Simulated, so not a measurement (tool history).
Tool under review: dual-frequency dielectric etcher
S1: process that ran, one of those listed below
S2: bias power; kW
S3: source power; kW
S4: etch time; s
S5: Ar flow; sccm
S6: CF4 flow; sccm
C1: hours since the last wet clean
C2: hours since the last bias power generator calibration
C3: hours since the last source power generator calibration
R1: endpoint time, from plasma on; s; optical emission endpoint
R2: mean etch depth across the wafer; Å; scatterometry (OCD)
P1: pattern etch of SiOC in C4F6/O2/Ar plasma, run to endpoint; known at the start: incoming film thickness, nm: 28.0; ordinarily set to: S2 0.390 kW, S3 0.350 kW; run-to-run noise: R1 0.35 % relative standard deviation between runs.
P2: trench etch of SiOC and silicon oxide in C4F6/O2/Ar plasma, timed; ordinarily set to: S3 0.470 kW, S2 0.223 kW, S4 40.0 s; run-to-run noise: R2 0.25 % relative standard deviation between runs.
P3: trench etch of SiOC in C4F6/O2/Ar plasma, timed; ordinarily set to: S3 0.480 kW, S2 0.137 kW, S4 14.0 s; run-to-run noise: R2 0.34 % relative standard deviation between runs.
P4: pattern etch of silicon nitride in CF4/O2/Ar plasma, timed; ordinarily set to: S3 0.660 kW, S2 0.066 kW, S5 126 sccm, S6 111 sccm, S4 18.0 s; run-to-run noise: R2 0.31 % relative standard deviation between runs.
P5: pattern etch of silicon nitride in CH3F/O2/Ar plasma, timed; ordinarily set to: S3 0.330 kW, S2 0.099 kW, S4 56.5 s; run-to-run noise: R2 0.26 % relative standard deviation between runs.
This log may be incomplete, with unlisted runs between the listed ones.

Run 1, hour 14.4: S1 P1, S2 0.390 kW, S3 0.350 kW; C1 395.0; C2 1855.3; C3 381.3. Result: R1 10.8320 s.
Run 2, hour 25.5: S1 P1, S2 0.390 kW, S3 0.350 kW; C1 406.1; C2 1866.4; C3 392.4. Result: R1 10.8460 s.
Run 3, hour 39.0: S1 P1, S2 0.390 kW, S3 0.350 kW; C1 419.6; C2 1879.9; C3 405.9. Result: R1 10.8320 s.
Run 4, hour 49.1: S1 P2, S2 0.137 kW, S3 0.470 kW, S4 40.0 s; C1 429.7; C2 1890.0; C3 416.0. Result: R2 783.01 Å.
Run 5, hour 56.0: S1 P1, S2 0.390 kW, S3 0.200 kW; C1 436.6; C2 1896.9; C3 422.9. Result: R1 13.3790 s.
Run 6, hour 67.9: S1 P1, S2 0.295 kW, S3 0.410 kW; C1 448.5; C2 1908.8; C3 434.8. Result: R1 11.2760 s.
Run 7, hour 81.6: S1 P2, S2 0.223 kW, S3 0.470 kW, S4 40.0 s; C1 462.2; C2 1922.5; C3 448.5. Result: R2 913.84 Å.
Run 8, hour 95.6: S1 P2, S2 0.223 kW, S3 0.470 kW, S4 23.0 s; C1 476.2; C2 1936.5; C3 462.5. Result: R2 525.46 Å.
Run 9, hour 109.5: S1 P4, S2 0.066 kW, S3 0.440 kW, S4 18.0 s, S5 126 sccm, S6 111 sccm; C1 490.1; C2 1950.4; C3 476.4. Result: R2 345.56 Å.
Run 10, hour 122.9: S1 P1, S2 0.316 kW, S3 0.350 kW; C1 503.5; C2 1963.8; C3 489.8. Result: R1 11.7300 s.
Run 11, hour 130.0: S1 P4, S2 0.066 kW, S3 0.660 kW, S4 18.0 s, S5 74 sccm, S6 111 sccm; C1 510.6; C2 1970.9; C3 496.9. Result: R2 520.09 Å.
Run 12, hour 139.0: S1 P5, S2 0.099 kW, S3 0.460 kW, S4 56.5 s; C1 519.6; C2 1979.9; C3 505.9. Result: R2 468.65 Å.
At hour 148.4: bias power generator calibrated.
Run 13, hour 151.7: S1 P1, S2 0.485 kW, S3 0.350 kW; C1 532.3; C2 3.4; C3 518.6. Result: R1 9.9948 s.
Run 14, hour 167.1: S1 P5, S2 0.099 kW, S3 0.330 kW, S4 56.5 s; C1 547.7; C2 18.8; C3 534.0. Result: R2 413.67 Å.
Run 15, hour 175.1: S1 P4, S2 0.066 kW, S3 0.660 kW, S4 24.0 s, S5 126 sccm, S6 111 sccm; C1 555.7; C2 26.8; C3 542.0. Result: R2 655.80 Å.
Run 16, hour 186.3: S1 P4, S2 0.066 kW, S3 0.660 kW, S4 18.0 s, S5 126 sccm, S6 111 sccm; C1 566.9; C2 38.0; C3 553.2. Result: R2 489.47 Å.
Run 17, hour 194.3: S1 P3, S2 0.137 kW, S3 0.480 kW, S4 10.0 s; C1 574.9; C2 46.0; C3 561.2. Result: R2 205.86 Å.
Run 18, hour 202.0: S1 P1, S2 0.390 kW, S3 0.420 kW; C1 582.6; C2 53.7; C3 568.9. Result: R1 10.1400 s.
Run 19, hour 215.6: S1 P1, S2 0.390 kW, S3 0.350 kW; C1 596.2; C2 67.3; C3 582.5. Result: R1 10.8200 s.
Run 20, hour 225.2: S1 P1, S2 0.390 kW, S3 0.350 kW; C1 605.8; C2 76.9; C3 592.1. Result: R1 10.8530 s.
Run 21, hour 233.4: S1 P2, S2 0.223 kW, S3 0.470 kW, S4 40.0 s; C1 614.0; C2 85.1; C3 600.3. Result: R2 917.96 Å.
Run 22, hour 240.8: S1 P5, S2 0.099 kW, S3 0.330 kW, S4 33.5 s; C1 621.4; C2 92.5; C3 607.7. Result: R2 244.88 Å.
Run 23, hour 256.5: S1 P3, S2 0.137 kW, S3 0.480 kW, S4 14.0 s; C1 637.1; C2 108.2; C3 623.4. Result: R2 289.10 Å.
Run 24, hour 269.6: S1 P3, S2 0.137 kW, S3 0.590 kW, S4 14.0 s; C1 650.2; C2 121.3; C3 636.5. Result: R2 312.66 Å.
Run 25, hour 283.0: S1 P4, S2 0.066 kW, S3 0.660 kW, S4 18.0 s, S5 126 sccm, S6 111 sccm; C1 663.6; C2 134.7; C3 649.9. Result: R2 492.68 Å.
Run 26, hour 294.7: S1 P4, S2 0.084 kW, S3 0.660 kW, S4 18.0 s, S5 126 sccm, S6 111 sccm; C1 675.3; C2 146.4; C3 661.6. Result: R2 540.76 Å.
Run 27, hour 305.3: S1 P5, S2 0.099 kW, S3 0.330 kW, S4 56.5 s; C1 685.9; C2 157.0; C3 672.2. Result: R2 414.67 Å.
Run 28, hour 317.8: S1 P4, S2 0.066 kW, S3 0.660 kW, S4 18.0 s, S5 126 sccm, S6 143 sccm; C1 698.4; C2 169.5; C3 684.7. Result: R2 508.48 Å.
Run 29, hour 329.6: S1 P2, S2 0.223 kW, S3 0.660 kW, S4 40.0 s; C1 710.2; C2 181.3; C3 696.5. Result: R2 1038.30 Å.
Run 30, hour 341.9: S1 P5, S2 0.062 kW, S3 0.330 kW, S4 56.5 s; C1 722.5; C2 193.6; C3 708.8. Result: R2 350.49 Å.
Run 31, hour 357.0: S1 P1, S2 0.390 kW, S3 0.350 kW; C1 737.6; C2 208.7; C3 723.9. Result: R1 10.8330 s.
Run 32, hour 366.7: S1 P3, S2 0.089 kW, S3 0.480 kW, S4 14.0 s; C1 747.3; C2 218.4; C3 733.6. Result: R2 256.43 Å.
Run 33, hour 376.4: S1 P1, S2 0.390 kW, S3 0.350 kW; C1 757.0; C2 228.1; C3 743.3. Result: R1 10.9010 s.
Run 34, hour 389.6: S1 P1, S2 0.390 kW, S3 0.350 kW; C1 770.2; C2 241.3; C3 756.5. Result: R1 10.7360 s.
Run 35, hour 399.6: S1 P1, S2 0.390 kW, S3 0.350 kW; C1 780.2; C2 251.3; C3 766.5. Result: R1 10.7340 s.
At hour 404.1: wet clean of the chamber.
Run 36, hour 411.3: S1 P1, S2 0.390 kW, S3 0.350 kW; C1 7.3; C2 263.0; C3 778.2. Result: R1 10.7150 s.
Run 37, hour 422.0: S1 P1, S2 0.390 kW, S3 0.350 kW; C1 18.0; C2 273.7; C3 788.9. Result: R1 10.6670 s.
Run 38, hour 429.0: S1 P1, S2 0.390 kW, S3 0.350 kW; C1 25.0; C2 280.7; C3 795.9. Result: R1 10.7370 s.
Run 39, hour 441.6: S1 P1, S2 0.390 kW, S3 0.350 kW; C1 37.6; C2 293.3; C3 808.5. Result: R1 10.5730 s.
Run 40, hour 454.7: S1 P1, S2 0.390 kW, S3 0.350 kW; C1 50.7; C2 306.4; C3 821.6. Result: R1 10.5920 s.

What P1 gives has crept off from where it sat before. The 2 causes that follow fit the log equally well, each at the size noted:
A: bias power that arrives over what is set, % = 4.98
B: source power that arrives over what is set, % = 4.86
Onset of the creep was near hour 376.4.
All other causes, with the reason each is excluded:
chamber walls in a state that raises the etch rate, %: serviced at hour 404.1, which brought nothing back

Listed below are the offered check runs, one wafer per run, with question marks in place of results. For which of them would the causes give clearly different outcomes?
Run check 1, hour 467.8: S1 P2, S2 0.157 kW, S3 0.470 kW, S4 24.5 s. Result: R2 ?.
Run check 2, hour 467.8: S1 P4, S2 0.066 kW, S3 0.660 kW, S4 23.5 s, S5 75 sccm, S6 111 sccm. Result: R2 ?.
Run check 3, hour 467.8: S1 P3, S2 0.137 kW, S3 0.580 kW, S4 10.5 s. Result: R2 ?.
Run check 4, hour 467.8: S1 P5, S2 0.099 kW, S3 0.440 kW, S4 56.5 s. Result: R2 ?.

What every check run would give for each of its results, assuming each possible cause in turn:
  check  result    if A    if B
check 1      R2  509.22  511.21
check 2      R2  692.14  708.44
check 3      R2  236.97  238.13
check 4      R2  469.40  469.38
Gap, in per cent, between the two causes that each check separates least, read from the result that separates them most: check 1 0.39 %; check 2 2.33 %; check 3 0.49 %; check 4 0.01 %
Check 2 tells the causes apart: in the others they would give nearly the same result.

Check 2 was carried out, with these results: R2 691.77 Å. Which of the listed causes is responsible?

The cause is A: bias power that arrives over what is set, %.
